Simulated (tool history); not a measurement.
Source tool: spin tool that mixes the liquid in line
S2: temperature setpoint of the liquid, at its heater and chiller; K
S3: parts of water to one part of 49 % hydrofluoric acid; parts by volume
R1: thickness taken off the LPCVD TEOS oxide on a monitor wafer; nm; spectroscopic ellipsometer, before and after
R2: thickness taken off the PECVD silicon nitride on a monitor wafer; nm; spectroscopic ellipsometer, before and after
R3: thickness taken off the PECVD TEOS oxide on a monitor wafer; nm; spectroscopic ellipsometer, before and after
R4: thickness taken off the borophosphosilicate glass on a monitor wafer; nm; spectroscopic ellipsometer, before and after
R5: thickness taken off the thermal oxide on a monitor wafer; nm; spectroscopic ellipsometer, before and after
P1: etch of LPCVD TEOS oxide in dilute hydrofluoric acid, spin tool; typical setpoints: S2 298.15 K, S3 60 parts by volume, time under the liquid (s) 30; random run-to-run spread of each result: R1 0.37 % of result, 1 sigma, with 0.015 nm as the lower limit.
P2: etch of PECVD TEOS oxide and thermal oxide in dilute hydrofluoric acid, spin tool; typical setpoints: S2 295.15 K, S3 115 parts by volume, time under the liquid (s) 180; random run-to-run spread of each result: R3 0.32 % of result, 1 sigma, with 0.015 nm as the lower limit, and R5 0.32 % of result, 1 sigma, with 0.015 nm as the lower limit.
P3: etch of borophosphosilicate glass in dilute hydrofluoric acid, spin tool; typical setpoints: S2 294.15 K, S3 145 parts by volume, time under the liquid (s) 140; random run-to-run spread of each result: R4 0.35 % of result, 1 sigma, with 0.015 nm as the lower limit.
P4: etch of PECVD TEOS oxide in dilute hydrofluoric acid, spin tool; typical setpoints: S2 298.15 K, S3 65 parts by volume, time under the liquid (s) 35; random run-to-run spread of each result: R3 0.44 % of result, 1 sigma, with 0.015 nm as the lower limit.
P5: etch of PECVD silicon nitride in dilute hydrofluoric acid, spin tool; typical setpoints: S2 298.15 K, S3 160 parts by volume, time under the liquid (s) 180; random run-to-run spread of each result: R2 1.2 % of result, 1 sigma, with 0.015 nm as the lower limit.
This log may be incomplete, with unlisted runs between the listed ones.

run 1 hour=4.4 | process_that_ran=P1 S2=298.15 S3=60 time_under_the_liquid_(s)=30 | R1=28.315
run 2 hour=8.9 | process_that_ran=P5 S2=298.15 S3=160 time_under_the_liquid_(s)=180 | R2=1.9926
run 3 hour=13.2 | process_that_ran=P1 S2=301.65 S3=60 time_under_the_liquid_(s)=15 | R1=16.339
run 4 hour=20.3 | process_that_ran=P1 S2=298.15 S3=60 time_under_the_liquid_(s)=15 | R1=14.144
run 5 hour=24.6 | process_that_ran=P1 S2=298.15 S3=25 time_under_the_liquid_(s)=30 | R1=71.147
run 6 hour=29.7 | process_that_ran=P1 S2=290.65 S3=60 time_under_the_liquid_(s)=30 | R1=20.702
run 7 hour=33.1 | process_that_ran=P4 S2=298.15 S3=105 time_under_the_liquid_(s)=35 | R3=3.8211
run 8 hour=38.6 | process_that_ran=P4 S2=298.15 S3=65 time_under_the_liquid_(s)=35 | R3=6.4916
run 9 hour=46.3 | process_that_ran=P1 S2=298.15 S3=60 time_under_the_liquid_(s)=55 | R1=51.888
run 10 hour=52.1 | process_that_ran=P3 S2=294.15 S3=145 time_under_the_liquid_(s)=25 | R4=10.274
run 11 hour=57.1 | process_that_ran=P2 S2=290.15 S3=115 time_under_the_liquid_(s)=180 | R3=26.808 R5=5.4338
run 12 hour=64.5 | process_that_ran=P3 S2=294.15 S3=145 time_under_the_liquid_(s)=140 | R4=57.514
run 13 hour=68.7 | process_that_ran=P4 S2=291.65 S3=65 time_under_the_liquid_(s)=35 | R3=4.9632
run 14 hour=75.4 | process_that_ran=P1 S2=305.65 S3=60 time_under_the_liquid_(s)=30 | R1=38.295
run 15 hour=82.8 | process_that_ran=P2 S2=295.15 S3=115 time_under_the_liquid_(s)=30 | R3=5.4977 R5=1.0989
run 16 hour=88.1 | process_that_ran=P4 S2=298.15 S3=65 time_under_the_liquid_(s)=35 | R3=6.4907
run 17 hour=93.7 | process_that_ran=P4 S2=298.15 S3=65 time_under_the_liquid_(s)=15 | R3=2.7856
run 18 hour=99.6 | process_that_ran=P1 S2=298.15 S3=60 time_under_the_liquid_(s)=30 | R1=28.382
run 19 hour=103.4 | process_that_ran=P5 S2=298.15 S3=160 time_under_the_liquid_(s)=180 | R2=1.9962
run 20 hour=111 | process_that_ran=P5 S2=298.15 S3=160 time_under_the_liquid_(s)=15 | R2=0.15048
run 21 hour=117.3 | process_that_ran=P3 S2=294.15 S3=45 time_under_the_liquid_(s)=140 | R4=208.02
run 22 hour=122.1 | process_that_ran=P1 S2=298.15 S3=60 time_under_the_liquid_(s)=30 | R1=28.413
run 23 hour=126 | process_that_ran=P5 S2=298.15 S3=90 time_under_the_liquid_(s)=180 | R2=3.5418
run 24 hour=131.4 | process_that_ran=P3 S2=301.65 S3=145 time_under_the_liquid_(s)=140 | R4=77.015
run 25 hour=139 | process_that_ran=P1 S2=298.15 S3=60 time_under_the_liquid_(s)=30 | R1=28.422
run 26 hour=145 | process_that_ran=P1 S2=298.15 S3=100 time_under_the_liquid_(s)=30 | R1=16.076
-- hour=148.5 thermometer replaced
run 27 hour=151.9 | process_that_ran=P2 S2=295.15 S3=115 time_under_the_liquid_(s)=180 | R3=32.885 R5=6.6004
run 28 hour=157.3 | process_that_ran=P5 S2=302.65 S3=160 time_under_the_liquid_(s)=180 | R2=2.6263
run 29 hour=162 | process_that_ran=P2 S2=295.15 S3=65 time_under_the_liquid_(s)=180 | R3=62.084 R5=12.478
run 30 hour=166.7 | process_that_ran=P1 S2=298.15 S3=60 time_under_the_liquid_(s)=30 | R1=28.47
run 31 hour=170.9 | process_that_ran=P1 S2=298.15 S3=60 time_under_the_liquid_(s)=30 | R1=27.501
run 32 hour=178.3 | process_that_ran=P1 S2=298.15 S3=60 time_under_the_liquid_(s)=30 | R1=26.501
run 33 hour=184 | process_that_ran=P1 S2=298.15 S3=60 time_under_the_liquid_(s)=30 | R1=26.214
run 34 hour=191.3 | process_that_ran=P1 S2=298.15 S3=60 time_under_the_liquid_(s)=30 | R1=25.976
run 35 hour=195.3 | process_that_ran=P1 S2=298.15 S3=60 time_under_the_liquid_(s)=30 | R1=25.823
run 36 hour=198.8 | process_that_ran=P1 S2=298.15 S3=60 time_under_the_liquid_(s)=30 | R1=25.831
run 37 hour=205.8 | process_that_ran=P1 S2=298.15 S3=60 time_under_the_liquid_(s)=30 | R1=25.697
run 38 hour=209.2 | process_that_ran=P1 S2=298.15 S3=60 time_under_the_liquid_(s)=30 | R1=25.598

P1 no longer gives what it gave before; its output has crept away from where it was. The following 2 causes, each at its listed size, fit the log equally well:
A: liquid colder than its thermometer reads (K) = 2.4
B: hydrofluoric acid flow below the setpoint (%) = 8.64
The drift started at roughly hour 166.7.

Which of the 4 check runs listed below, each an average over 3 wafers with its results shown as question marks, gives clearly different results under the different listed causes?
run check 1 hour=212.6 | process_that_ran=P2 S2=290.15 S3=115 time_under_the_liquid_(s)=65 | R3=? R5=?
run check 2 hour=212.6 | process_that_ran=P5 S2=302.15 S3=160 time_under_the_liquid_(s)=180 | R2=?
run check 3 hour=212.6 | process_that_ran=P3 S2=301.15 S3=65 time_under_the_liquid_(s)=140 | R4=?
run check 4 hour=212.6 | process_that_ran=P4 S2=298.15 S3=85 time_under_the_liquid_(s)=35 | R3=?

Predicted outcomes, by check and by cause:
check=check_1 result=R3 if_A=8.7751 if_B=8.776
check=check_1 result=R5 if_A=1.7614 if_B=1.7615
check=check_2 result=R2 if_A=2.2183 if_B=2.3499
check=check_3 result=R4 if_A=169.85 if_B=169.21
check=check_4 result=R3 if_A=4.3848 if_B=4.3658
Smallest distance between any two causes, each pair judged by its most separating result, in per cent: check 1 0.01 %; check 2 5.76 %; check 3 0.38 %; check 4 0.44 %
Check 2 tells the causes apart: in the others they would give nearly the same result.

The results of check 2 are: R2 2.3429 nm. Based on these, which of the listed causes is it?

The cause is B: hydrofluoric acid flow below the setpoint (%).
